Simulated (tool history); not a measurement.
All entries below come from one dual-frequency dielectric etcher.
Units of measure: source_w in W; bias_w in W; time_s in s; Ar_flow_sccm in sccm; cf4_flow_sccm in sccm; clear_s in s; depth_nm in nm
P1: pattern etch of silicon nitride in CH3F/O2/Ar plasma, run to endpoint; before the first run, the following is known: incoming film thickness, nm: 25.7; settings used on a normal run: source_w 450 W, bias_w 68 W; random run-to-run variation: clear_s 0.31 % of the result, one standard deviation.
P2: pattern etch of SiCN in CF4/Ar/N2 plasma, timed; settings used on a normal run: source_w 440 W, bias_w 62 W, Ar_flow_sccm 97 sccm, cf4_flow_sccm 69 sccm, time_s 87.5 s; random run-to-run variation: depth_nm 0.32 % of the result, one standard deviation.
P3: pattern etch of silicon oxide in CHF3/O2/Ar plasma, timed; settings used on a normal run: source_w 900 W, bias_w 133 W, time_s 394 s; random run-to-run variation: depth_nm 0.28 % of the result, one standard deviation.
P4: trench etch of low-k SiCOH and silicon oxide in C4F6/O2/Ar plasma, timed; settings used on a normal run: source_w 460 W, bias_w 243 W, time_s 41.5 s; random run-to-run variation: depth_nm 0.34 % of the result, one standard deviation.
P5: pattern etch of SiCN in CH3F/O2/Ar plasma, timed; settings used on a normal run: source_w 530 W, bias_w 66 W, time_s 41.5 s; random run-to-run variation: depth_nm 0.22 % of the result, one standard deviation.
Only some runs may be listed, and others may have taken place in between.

run   hour  process  source_w  bias_w  time_s  Ar_flow_sccm  cf4_flow_sccm  hours since the last wet clean  hours since the last source power generator calibration  hours since the last bias power generator calibration  clear_s  depth_nm
  1   14.1       P1       450      68                                                                267.5                                                   1844.6                                                 2251.7   36.111
  2   28.7       P5       530      78    41.5                                                        282.1                                                   1859.2                                                 2266.3             17.378
  3   35.9       P2       440      62    87.5            61             69                           289.3                                                   1866.4                                                 2273.5              75.94
  4   44.2       P4       460     243      32                                                        297.6                                                   1874.7                                                 2281.8             115.06
  5   57.8       P2       440      62    87.5            97             44                           311.2                                                   1888.3                                                 2295.4              65.48
  6     69       P1       450      68                                                                322.4                                                   1899.5                                                 2306.6   36.079
  7   79.1       P1       450      52                                                                332.5                                                   1909.6                                                 2316.7   39.405
  8   86.7       P2       440      37    87.5            97             69                           340.1                                                   1917.2                                                 2324.3             60.208
  9  100.9       P1       370      68                                                                354.3                                                   1931.4                                                 2338.5   38.732
 10  110.3       P2       440      62    87.5            97             69                           363.7                                                   1940.8                                                 2347.9             70.722
 11    120       P1       570      68                                                                373.4                                                   1950.5                                                 2357.6   32.927
 12  133.3       P3       900     133     394                                                        386.7                                                   1963.8                                                 2370.9             838.46
 13  143.2       P2       440      62      50            97             69                           396.6                                                   1973.7                                                 2380.8             40.247
 14  155.3       P3       640     133     394                                                        408.7                                                   1985.8                                                 2392.9             734.45
 15  162.5       P1       450      68                                                                415.9                                                     1993                                                 2400.1   36.068
 16  173.9       P4       460     145    41.5                                                        427.3                                                   2004.4                                                 2411.5             126.36
 17  187.2       P3       900     133     394                                                        440.6                                                   2017.7                                                 2424.8              839.8
 18  194.7       P1       450      94                                                                448.1                                                   2025.2                                                 2432.3   32.228
 19  201.6       P2       340      62    87.5            97             69                             455                                                   2032.1                                                 2439.2             56.337
 20  215.3       P4       460     243    41.5                                                        468.7                                                   2045.8                                                 2452.9              149.2
 21    224       P3       900     133   218.5                                                        477.4                                                   2054.5                                                 2461.6             464.68
 22    234       P5       530      66    41.5                                                        487.4                                                   2064.5                                                 2471.6             16.334
 23  248.4       P5       530      66    61.5                                                        501.8                                                   2078.9                                                   2486             24.227
 24  255.1       P1       450      68                                                                508.5                                                   2085.6                                                 2492.7   36.128
 25  262.6       P2       440      62    87.5            97             69                             516                                                   2093.1                                                 2500.2             70.671
 26  269.2       P3       900     169     394                                                        522.6                                                   2099.7                                                 2506.8             899.49
 27  281.3       P1       450      68                                                                534.7                                                   2111.8                                                 2518.9   36.039
 28  292.1       P4       560     243    41.5                                                        545.5                                                   2122.6                                                 2529.7             161.11
 29  305.4       P1       450      68                                                                558.8                                                   2135.9                                                   2543   35.998
 30  315.6       P1       560      51                                                                  569                                                   2146.1                                                 2553.2    36.38
 31  325.6       P5       370      66    41.5                                                          579                                                   2156.1                                                 2563.2             14.262
 32  333.2       P1       450      68                                                                586.6                                                   2163.7                                                 2570.8   35.835
 33  341.2       P1       450      68                                                                594.6                                                   2171.7                                                 2578.8   36.393
 34  351.6       P1       450      68                                                                  605                                                   2182.1                                                 2589.2   36.327
 35  365.7       P1       450      68                                                                619.1                                                   2196.2                                                 2603.3   36.549
 36  372.7       P1       450      68                                                                626.1                                                   2203.2                                                 2610.3   36.677
 37  383.2       P1       450      68                                                                636.6                                                   2213.7                                                 2620.8   36.597
 38  394.4       P1       450      68                                                                647.8                                                   2224.9                                                   2632   36.533
     399.4  -- wet clean of the chamber
 39  408.5       P1       450      68                                                                  9.2                                                     2239                                                 2646.1    36.57
 40  420.3       P1       450      68                                                                   21                                                   2250.8                                                 2657.9   36.469
 41  429.5       P1       450      68                                                                 30.2                                                     2260                                                 2667.1   36.597
 42  436.9       P1       450      68                                                                 37.6                                                   2267.4                                                 2674.5   36.533

Compared with where it was, what P1 gives has crept away. Each cause listed below fits the log as well as the rest, at the size given for it:
A: bias power that arrives under what is set, % = 4.6
B: source power that arrives under what is set, % = 4.03
Onset of the creep was near hour 333.2.
Ruled out, with reasons:
chamber walls in a state that lowers the etch rate, %: serviced at hour 399.4, which brought nothing back

4 check runs are offered, each on 2 wafers whose results are averaged, their results left as question marks. Which one tells the causes apart?
check 1  444.3       P5       530      66    41.5                                                                                                                                                                                               ?
check 2  444.3       P2       440      62    87.5            97             69                                                                                                                                                                  ?
check 3  444.3       P3       900     133     394                                                                                                                                                                                               ?
check 4  444.3       P4       460     243    41.5                                                                                                                                                                                               ?

Outcome of each check run for each possible cause:
  check    result    if A    if B
check 1  depth_nm  16.123  16.126
check 2  depth_nm  69.598  68.182
check 3  depth_nm  825.12  823.54
check 4  depth_nm  146.53   146.5
Per check, the gap between the least separated pair of causes, taken in the result that splits them most: check 1 0.02 %; check 2 2.06 %; check 3 0.19 %; check 4 0.02 %
Check 2 tells the causes apart: in the others they would give nearly the same result.

Here is what check 2 returned: depth_nm 69.801 nm. Which cause is it?

Of the candidate causes, it is A: bias power that arrives under what is set, %.

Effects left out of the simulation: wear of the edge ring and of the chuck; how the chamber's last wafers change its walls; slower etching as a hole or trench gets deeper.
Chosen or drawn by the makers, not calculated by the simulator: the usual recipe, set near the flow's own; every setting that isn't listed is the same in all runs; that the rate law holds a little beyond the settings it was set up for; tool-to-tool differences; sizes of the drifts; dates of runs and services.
